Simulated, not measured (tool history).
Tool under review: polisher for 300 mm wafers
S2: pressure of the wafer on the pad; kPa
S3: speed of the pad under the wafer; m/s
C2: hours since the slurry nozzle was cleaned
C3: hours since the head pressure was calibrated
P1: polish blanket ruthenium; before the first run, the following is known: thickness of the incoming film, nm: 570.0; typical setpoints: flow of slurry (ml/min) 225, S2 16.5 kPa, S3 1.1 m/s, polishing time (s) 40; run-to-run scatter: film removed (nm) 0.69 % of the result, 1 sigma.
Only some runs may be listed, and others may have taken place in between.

{"run": 1, "day": 0.329, "flow of slurry (ml/min)": 225, "S2": 16.5, "S3": 1.1, "polishing time (s)": 40, "wafers polished on this pad": 467, "C2": 179.5, "C3": 592.4, "film removed (nm)": 57.831}
{"run": 2, "day": 0.879, "flow of slurry (ml/min)": 225, "S2": 16.5, "S3": 1.1, "polishing time (s)": 40, "wafers polished on this pad": 612, "C2": 192.7, "C3": 605.6, "film removed (nm)": 57.92}
{"run": 3, "day": 1.5, "flow of slurry (ml/min)": 225, "S2": 16.5, "S3": 1.1, "polishing time (s)": 40, "wafers polished on this pad": 777, "C2": 207.6, "C3": 620.5, "film removed (nm)": 57.463}
{"run": 4, "day": 2.054, "flow of slurry (ml/min)": 320, "S2": 16.5, "S3": 1.1, "polishing time (s)": 40, "wafers polished on this pad": 923, "C2": 220.9, "C3": 633.8, "film removed (nm)": 60.55}
{"run": 5, "day": 2.404, "flow of slurry (ml/min)": 225, "S2": 16.5, "S3": 1.1, "polishing time (s)": 40, "wafers polished on this pad": 1016, "C2": 229.3, "C3": 642.2, "film removed (nm)": 57.864}
{"run": 6, "day": 3.05, "flow of slurry (ml/min)": 305, "S2": 8.3, "S3": 1.1, "polishing time (s)": 40, "wafers polished on this pad": 1187, "C2": 244.8, "C3": 657.7, "film removed (nm)": 29.705}
{"run": 7, "day": 3.717, "flow of slurry (ml/min)": 135, "S2": 16.5, "S3": 1.1, "polishing time (s)": 40, "wafers polished on this pad": 1363, "C2": 260.8, "C3": 673.7, "film removed (nm)": 53.733}
{"run": 8, "day": 4.179, "flow of slurry (ml/min)": 225, "S2": 24.1, "S3": 1.1, "polishing time (s)": 40, "wafers polished on this pad": 1486, "C2": 271.9, "C3": 684.8, "film removed (nm)": 84.007}
{"run": 9, "day": 4.817, "flow of slurry (ml/min)": 225, "S2": 10.3, "S3": 1.1, "polishing time (s)": 40, "wafers polished on this pad": 1654, "C2": 287.2, "C3": 700.1, "film removed (nm)": 36.599}
{"run": 10, "day": 5.333, "flow of slurry (ml/min)": 225, "S2": 16.5, "S3": 0.76, "polishing time (s)": 29, "wafers polished on this pad": 1791, "C2": 299.6, "C3": 712.5, "film removed (nm)": 28.947}
{"run": 11, "day": 5.954, "flow of slurry (ml/min)": 225, "S2": 16.5, "S3": 1.44, "polishing time (s)": 40, "wafers polished on this pad": 1955, "C2": 314.5, "C3": 727.4, "film removed (nm)": 74.941}
{"run": 12, "day": 6.604, "flow of slurry (ml/min)": 225, "S2": 16.5, "S3": 1.1, "polishing time (s)": 51, "wafers polished on this pad": 2128, "C2": 330.1, "C3": 743, "film removed (nm)": 73.407}
{"run": 13, "day": 6.925, "flow of slurry (ml/min)": 225, "S2": 16.5, "S3": 1.1, "polishing time (s)": 18, "wafers polished on this pad": 2212, "C2": 337.8, "C3": 750.7, "film removed (nm)": 26.054}
{"run": 14, "day": 7.392, "flow of slurry (ml/min)": 225, "S2": 21.4, "S3": 1.1, "polishing time (s)": 54, "wafers polished on this pad": 2336, "C2": 349, "C3": 761.9, "film removed (nm)": 101.44}
{"run": 15, "day": 7.85, "flow of slurry (ml/min)": 225, "S2": 16.5, "S3": 0.52, "polishing time (s)": 40, "wafers polished on this pad": 2457, "C2": 360, "C3": 772.9, "film removed (nm)": 27.422}
{"run": 16, "day": 8.429, "flow of slurry (ml/min)": 225, "S2": 16.5, "S3": 1.1, "polishing time (s)": 40, "wafers polished on this pad": 2611, "C2": 373.9, "C3": 786.8, "film removed (nm)": 57.779}
{"run": 17, "day": 8.867, "flow of slurry (ml/min)": 225, "S2": 16.5, "S3": 1.1, "polishing time (s)": 40, "wafers polished on this pad": 2726, "C2": 384.4, "C3": 797.3, "film removed (nm)": 56.702}
{"run": 18, "day": 9.183, "flow of slurry (ml/min)": 225, "S2": 16.5, "S3": 1.1, "polishing time (s)": 40, "wafers polished on this pad": 2810, "C2": 392, "C3": 804.9, "film removed (nm)": 56.401}
{"run": 19, "day": 9.858, "flow of slurry (ml/min)": 225, "S2": 16.5, "S3": 1.1, "polishing time (s)": 40, "wafers polished on this pad": 2989, "C2": 408.2, "C3": 821.1, "film removed (nm)": 55.668}
{"run": 20, "day": 10.321, "flow of slurry (ml/min)": 225, "S2": 16.5, "S3": 1.1, "polishing time (s)": 40, "wafers polished on this pad": 3111, "C2": 419.3, "C3": 832.2, "film removed (nm)": 54.893}
{"day": 10.342, "done": "head pressure recalibrated"}
{"run": 21, "day": 10.675, "flow of slurry (ml/min)": 225, "S2": 16.5, "S3": 1.1, "polishing time (s)": 40, "wafers polished on this pad": 3205, "C2": 427.8, "C3": 8, "film removed (nm)": 54.926}
{"run": 22, "day": 11.104, "flow of slurry (ml/min)": 225, "S2": 16.5, "S3": 1.1, "polishing time (s)": 40, "wafers polished on this pad": 3319, "C2": 438.1, "C3": 18.3, "film removed (nm)": 54.714}

P1 has crept away from where it was. The log is fitted equally well by each of these 2 causes, at the sizes shown:
A: slurry flow missing at the pad, % = 30.6
B: removal rate lost through wear of the pad, % = 5
Creep in the process output first set in at about day 8.429.
All other causes, with the reason each is excluded:
head's pressure below its setpoint, %: serviced at day 10.342, which brought nothing back

4 check runs are offered, each on 3 wafers whose results are averaged, their results left as question marks. Which one tells the causes apart?
{"run": "check 1", "day": 11.533, "flow of slurry (ml/min)": 225, "S2": 16.5, "S3": 0.68, "polishing time (s)": 32, "film removed (nm)": "?"}
{"run": "check 2", "day": 11.533, "flow of slurry (ml/min)": 225, "S2": 10.3, "S3": 1.1, "polishing time (s)": 40, "film removed (nm)": "?"}
{"run": "check 3", "day": 11.533, "flow of slurry (ml/min)": 225, "S2": 12.4, "S3": 1.1, "polishing time (s)": 40, "film removed (nm)": "?"}
{"run": "check 4", "day": 11.533, "flow of slurry (ml/min)": 135, "S2": 16.5, "S3": 0.78, "polishing time (s)": 40, "film removed (nm)": "?"}

Check results expected under each cause:
check=check_1 result=film_removed_(nm) if_A=27.161 if_B=27.164
check=check_2 result=film_removed_(nm) if_A=34.325 if_B=34.33
check=check_3 result=film_removed_(nm) if_A=41.191 if_B=41.196
check=check_4 result=film_removed_(nm) if_A=34.955 if_B=36.051
How far apart the two closest causes lie, in the result that separates them most: check 1 0.01 %; check 2 0.01 %; check 3 0.01 %; check 4 3.09 %
The other checks would show nearly matching results whichever cause is true, so check 4 is the only one that separates the causes.

With check 4 done, the readings were: film removed (nm) 34.99. Identify which of the listed causes applies.

It is A: slurry flow missing at the pad, %.

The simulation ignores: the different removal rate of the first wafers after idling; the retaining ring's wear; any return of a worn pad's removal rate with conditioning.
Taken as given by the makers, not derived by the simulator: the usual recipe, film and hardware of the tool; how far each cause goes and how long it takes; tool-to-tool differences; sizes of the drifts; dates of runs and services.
